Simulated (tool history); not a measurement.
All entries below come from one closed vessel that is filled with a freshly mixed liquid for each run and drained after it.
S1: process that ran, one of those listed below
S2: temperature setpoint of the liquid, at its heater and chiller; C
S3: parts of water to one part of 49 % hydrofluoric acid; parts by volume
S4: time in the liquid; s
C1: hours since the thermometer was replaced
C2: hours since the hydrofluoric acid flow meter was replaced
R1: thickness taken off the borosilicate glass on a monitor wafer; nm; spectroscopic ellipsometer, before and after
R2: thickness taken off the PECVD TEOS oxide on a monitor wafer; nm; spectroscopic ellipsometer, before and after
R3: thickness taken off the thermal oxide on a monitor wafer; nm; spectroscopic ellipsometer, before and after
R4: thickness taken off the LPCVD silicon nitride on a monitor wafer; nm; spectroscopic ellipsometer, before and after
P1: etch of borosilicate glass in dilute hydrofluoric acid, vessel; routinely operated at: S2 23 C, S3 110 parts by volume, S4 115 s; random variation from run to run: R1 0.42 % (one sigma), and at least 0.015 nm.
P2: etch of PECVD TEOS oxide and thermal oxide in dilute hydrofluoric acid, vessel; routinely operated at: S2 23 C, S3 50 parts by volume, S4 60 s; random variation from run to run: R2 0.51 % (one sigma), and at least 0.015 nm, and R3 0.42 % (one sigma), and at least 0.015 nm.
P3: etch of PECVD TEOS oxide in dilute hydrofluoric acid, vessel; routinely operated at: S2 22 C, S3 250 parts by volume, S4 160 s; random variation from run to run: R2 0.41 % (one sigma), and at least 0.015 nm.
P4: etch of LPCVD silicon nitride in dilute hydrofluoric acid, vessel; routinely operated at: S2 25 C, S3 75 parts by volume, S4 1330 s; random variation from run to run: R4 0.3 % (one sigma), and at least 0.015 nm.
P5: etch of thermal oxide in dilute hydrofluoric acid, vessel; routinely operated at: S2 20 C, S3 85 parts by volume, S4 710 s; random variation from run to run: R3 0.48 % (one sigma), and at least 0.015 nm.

run 1 hour=8 | S1=P1 S2=23 S3=110 S4=115 | C1=676.9 C2=1463.2 | R1=25.211
run 2 hour=21.1 | S1=P2 S2=23 S3=50 S4=110 | C1=690 C2=1476.3 | R2=32.057 R3=10.062
run 3 hour=35.4 | S1=P3 S2=22 S3=250 S4=245 | C1=704.3 C2=1490.6 | R2=10.974
run 4 hour=46.3 | S1=P2 S2=23 S3=80 S4=60 | C1=715.2 C2=1501.5 | R2=10.481 R3=3.3223
run 5 hour=62.7 | S1=P5 S2=20 S3=85 S4=710 | C1=731.6 C2=1517.9 | R3=33.381
run 6 hour=78.4 | S1=P3 S2=29.5 S3=250 S4=160 | C1=747.3 C2=1533.6 | R2=9.3488
run 7 hour=91.6 | S1=P1 S2=23 S3=175 S4=115 | C1=760.5 C2=1546.8 | R1=14.767
run 8 hour=104.6 | S1=P1 S2=23 S3=20 S4=115 | C1=773.5 C2=1559.8 | R1=156.4
run 9 hour=120.4 | S1=P4 S2=25 S3=75 S4=1330 | C1=789.3 C2=1575.6 | R4=9.3316
run 10 hour=130.5 | S1=P4 S2=25 S3=105 S4=1330 | C1=799.4 C2=1585.7 | R4=6.7124
run 11 hour=141.1 | S1=P3 S2=22 S3=250 S4=160 | C1=810 C2=1596.3 | R2=7.203
run 12 hour=149 | S1=P1 S2=23 S3=110 S4=115 | C1=817.9 C2=1604.2 | R1=25.26
run 13 hour=160.1 | S1=P3 S2=22 S3=70 S4=160 | C1=829 C2=1615.3 | R2=31.192
run 14 hour=176.2 | S1=P3 S2=22 S3=250 S4=160 | C1=845.1 C2=1631.4 | R2=7.1242
run 15 hour=184.2 | S1=P1 S2=17 S3=110 S4=115 | C1=853.1 C2=1639.4 | R1=19.799
run 16 hour=192.2 | S1=P5 S2=20 S3=85 S4=1180 | C1=861.1 C2=1647.4 | R3=55.405
run 17 hour=207 | S1=P2 S2=23 S3=50 S4=60 | C1=875.9 C2=1662.2 | R2=17.493 R3=5.4344
run 18 hour=216.6 | S1=P5 S2=17 S3=85 S4=710 | C1=885.5 C2=1671.8 | R3=29.682
run 19 hour=231.7 | S1=P1 S2=23 S3=110 S4=115 | C1=900.6 C2=1686.9 | R1=25.219
run 20 hour=249.6 | S1=P4 S2=25 S3=75 S4=435 | C1=918.5 C2=1704.8 | R4=3.0642
run 21 hour=259.1 | S1=P1 S2=28 S3=110 S4=115 | C1=928 C2=1714.3 | R1=30.701
run 22 hour=269.3 | S1=P5 S2=20 S3=20 S4=710 | C1=938.2 C2=1724.5 | R3=154
run 23 hour=283.7 | S1=P2 S2=17.5 S3=50 S4=60 | C1=952.6 C2=1738.9 | R2=13.829 R3=4.2836
run 24 hour=298.4 | S1=P1 S2=23 S3=110 S4=115 | C1=967.3 C2=1753.6 | R1=25.355
run 25 hour=314.7 | S1=P1 S2=17 S3=170 S4=115 | C1=983.6 C2=1769.9 | R1=12.051
run 26 hour=323.8 | S1=P5 S2=20 S3=85 S4=710 | C1=992.7 C2=1779 | R3=33.699
run 27 hour=340 | S1=P4 S2=25 S3=75 S4=1330 | C1=1008.9 C2=1795.2 | R4=9.3545
run 28 hour=351.2 | S1=P1 S2=23 S3=110 S4=115 | C1=1020.1 C2=1806.4 | R1=25.47
run 29 hour=362.2 | S1=P1 S2=23 S3=110 S4=30 | C1=1031.1 C2=1817.4 | R1=6.6764
run 30 hour=378.9 | S1=P1 S2=23 S3=110 S4=190 | C1=1047.8 C2=1834.1 | R1=41.906
run 31 hour=395.2 | S1=P4 S2=18 S3=75 S4=1330 | C1=1064.1 C2=1850.4 | R4=5.7579
run 32 hour=406.9 | S1=P1 S2=23 S3=110 S4=115 | C1=1075.8 C2=1862.1 | R1=25.517
run 33 hour=420.2 | S1=P1 S2=23 S3=110 S4=115 | C1=1089.1 C2=1875.4 | R1=25.47
run 34 hour=434.1 | S1=P1 S2=23 S3=110 S4=115 | C1=1103 C2=1889.3 | R1=26.05
run 35 hour=449.3 | S1=P1 S2=23 S3=110 S4=115 | C1=1118.2 C2=1904.5 | R1=26.393
run 36 hour=460.2 | S1=P1 S2=23 S3=110 S4=115 | C1=1129.1 C2=1915.4 | R1=26.767
run 37 hour=471.1 | S1=P1 S2=23 S3=110 S4=115 | C1=1140 C2=1926.3 | R1=26.781
run 38 hour=487.4 | S1=P1 S2=23 S3=110 S4=115 | C1=1156.3 C2=1942.6 | R1=26.982
run 39 hour=504 | S1=P1 S2=23 S3=110 S4=115 | C1=1172.9 C2=1959.2 | R1=27.057
run 40 hour=517.7 | S1=P1 S2=23 S3=110 S4=115 | C1=1186.6 C2=1972.9 | R1=27.086

P1 no longer gives what it gave before; its output has crept away from where it was. The following 2 causes, each at its listed size, fit the log equally well:
A: liquid hotter than its thermometer reads (K) = 1.62
B: hydrofluoric acid flow above the setpoint (%) = 5.82
The onset of the drift is placed at about hour 420.2.

4 check runs are offered, one wafer each, their results left as question marks. Which one tells the causes apart?
run check 1 hour=531.4 | S1=P3 S2=22 S3=250 S4=160 | R2=?
run check 2 hour=531.4 | S1=P4 S2=25 S3=75 S4=1330 | R4=?
run check 3 hour=531.4 | S1=P5 S2=20 S3=85 S4=710 | R3=?
run check 4 hour=531.4 | S1=P2 S2=23 S3=50 S4=60 | R2=? R3=?

Predicted outcomes, by check and by cause:
check=check_1 result=R2 if_A=7.5849 if_B=7.6708
check=check_2 result=R4 if_A=10.408 if_B=9.8934
check=check_3 result=R3 if_A=35.918 if_B=35.743
check=check_4 result=R2 if_A=18.698 if_B=18.574
check=check_4 result=R3 if_A=5.8365 if_B=5.7979
Per-check spread between the two closest causes, in the result where they differ most: check 1 1.13 %; check 2 5.07 %; check 3 0.49 %; check 4 0.66 %
The other checks would show nearly matching results whichever cause is true, so check 2 is the only one that separates the causes.

Check 2 has now been run. It gave: R4 9.882 nm. Which of the candidate causes is it?

The correct cause is B, namely: hydrofluoric acid flow above the setpoint (%).
